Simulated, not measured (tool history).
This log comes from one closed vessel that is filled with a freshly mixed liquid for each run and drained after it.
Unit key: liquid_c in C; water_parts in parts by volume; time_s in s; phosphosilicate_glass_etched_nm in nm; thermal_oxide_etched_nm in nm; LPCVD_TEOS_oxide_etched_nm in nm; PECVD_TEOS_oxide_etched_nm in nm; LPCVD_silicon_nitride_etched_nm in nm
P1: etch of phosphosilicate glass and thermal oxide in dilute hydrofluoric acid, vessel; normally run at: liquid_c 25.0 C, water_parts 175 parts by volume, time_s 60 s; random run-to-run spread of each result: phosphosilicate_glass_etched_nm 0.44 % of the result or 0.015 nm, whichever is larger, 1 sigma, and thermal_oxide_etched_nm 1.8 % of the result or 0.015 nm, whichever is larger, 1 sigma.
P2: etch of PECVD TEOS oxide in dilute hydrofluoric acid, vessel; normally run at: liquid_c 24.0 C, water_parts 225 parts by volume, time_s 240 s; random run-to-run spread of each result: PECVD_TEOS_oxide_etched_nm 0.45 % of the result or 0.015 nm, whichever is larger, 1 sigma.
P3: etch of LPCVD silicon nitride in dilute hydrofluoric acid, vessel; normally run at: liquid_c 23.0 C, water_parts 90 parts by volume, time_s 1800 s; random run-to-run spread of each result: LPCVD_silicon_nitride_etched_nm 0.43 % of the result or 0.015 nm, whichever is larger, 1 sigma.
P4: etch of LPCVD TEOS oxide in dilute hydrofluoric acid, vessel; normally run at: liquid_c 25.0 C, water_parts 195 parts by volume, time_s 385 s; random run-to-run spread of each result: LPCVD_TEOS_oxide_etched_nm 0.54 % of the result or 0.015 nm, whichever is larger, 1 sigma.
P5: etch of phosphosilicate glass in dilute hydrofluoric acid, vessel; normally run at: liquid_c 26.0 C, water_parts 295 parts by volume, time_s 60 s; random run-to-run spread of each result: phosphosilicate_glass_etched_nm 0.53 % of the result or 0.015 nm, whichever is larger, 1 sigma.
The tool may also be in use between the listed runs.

run   hour  process  liquid_c  water_parts  time_s  phosphosilicate_glass_etched_nm  thermal_oxide_etched_nm  LPCVD_TEOS_oxide_etched_nm  PECVD_TEOS_oxide_etched_nm  LPCVD_silicon_nitride_etched_nm
  1   12.3       P1      25.0          175      60                          24.4490                  1.54690
  2   21.3       P4      25.0          195     210                                                                                19.129
  3   30.7       P1      28.5          285      60                          15.0370                  0.94763
  4   41.1       P4      25.0          325     385                                                                                18.328
  5   52.8       P1      25.0           65      60                          74.8220                  4.45750
  6   61.1       P2      24.0          225     445                                                                                                           19.2700
  7   77.0       P5      26.0          460      60                           5.6203
      87.5  -- hydrofluoric acid flow meter replaced
  8   87.8       P1      29.5          175      60                          28.7990                  1.82120
  9   95.2       P1      25.0          175      60                          24.3120                  1.48310
 10  105.9       P1      25.0          175      60                          24.5660                  1.52570
 11  115.4       P3      23.0           90     230                                                                                                                                             1.2353
 12  130.2       P2      24.0          225     240                                                                                                           10.4540
 13  142.6       P1      25.0          175      60                          24.4960                  1.53010
 14  152.7       P2      24.0          225     240                                                                                                           10.4830
 15  161.6       P3      19.0           90    1800                                                                                                                                             7.3524
 16  175.8       P5      26.0          295      30                           5.1566
 17  187.8       P1      25.0          250      60                          15.8350                  0.95726
 18  195.0       P3      23.0           90    1800                                                                                                                                             9.7652
 19  205.1       P1      25.0          175      85                          34.4220                  2.13830
 20  215.2       P2      32.0          225     240                                                                                                           13.7660
 21  227.1       P1      18.5          175      60                          19.0000                  1.20800
 22  242.1       P1      25.0          175      35                          14.3460                  0.86510
 23  256.3       P2      24.0          330     240                                                                                                            6.4185
 24  264.7       P3      23.0           25    1800                                                                                                                                            33.7100
 25  277.2       P4      25.0          195     385                                                                                34.761
 26  284.9       P1      25.0          175      60                          24.5830                  1.49910
 27  294.1       P5      31.0          295      60                          12.0260
 28  306.6       P5      26.0          295      60                          10.2270
 29  321.9       P3      23.0           90    1800                                                                                                                                             9.6295
 30  329.3       P1      25.0          175      60                          24.4780                  1.48680
 31  336.7       P4      31.0          195     385                                                                                43.011
 32  345.3       P1      25.0           45      35                          65.0800                  4.27040
 33  354.3       P1      25.0          175      60                          24.4510                  1.52580
 34  364.2       P1      25.0          175      60                          24.8260                  1.57060
 35  379.1       P1      25.0          175      60                          25.1300                  1.56890
 36  390.4       P1      25.0          175      60                          25.3130                  1.62190
 37  401.6       P1      25.0          175      60                          25.5450                  1.63540
 38  415.2       P1      25.0          175      60                          25.7260                  1.55190
 39  425.6       P1      25.0          175      60                          25.5610                  1.62350
 40  434.0       P1      25.0          175      60                          25.6990                  1.61810
 41  442.6       P1      25.0          175      60                          25.5420                  1.68410

Forecast run 42:
 42  451.2       P1      25.0          175      60                                ?                        ?

phosphosilicate_glass_etched_nm: 25.5020 nm
thermal_oxide_etched_nm: 1.60190 nm
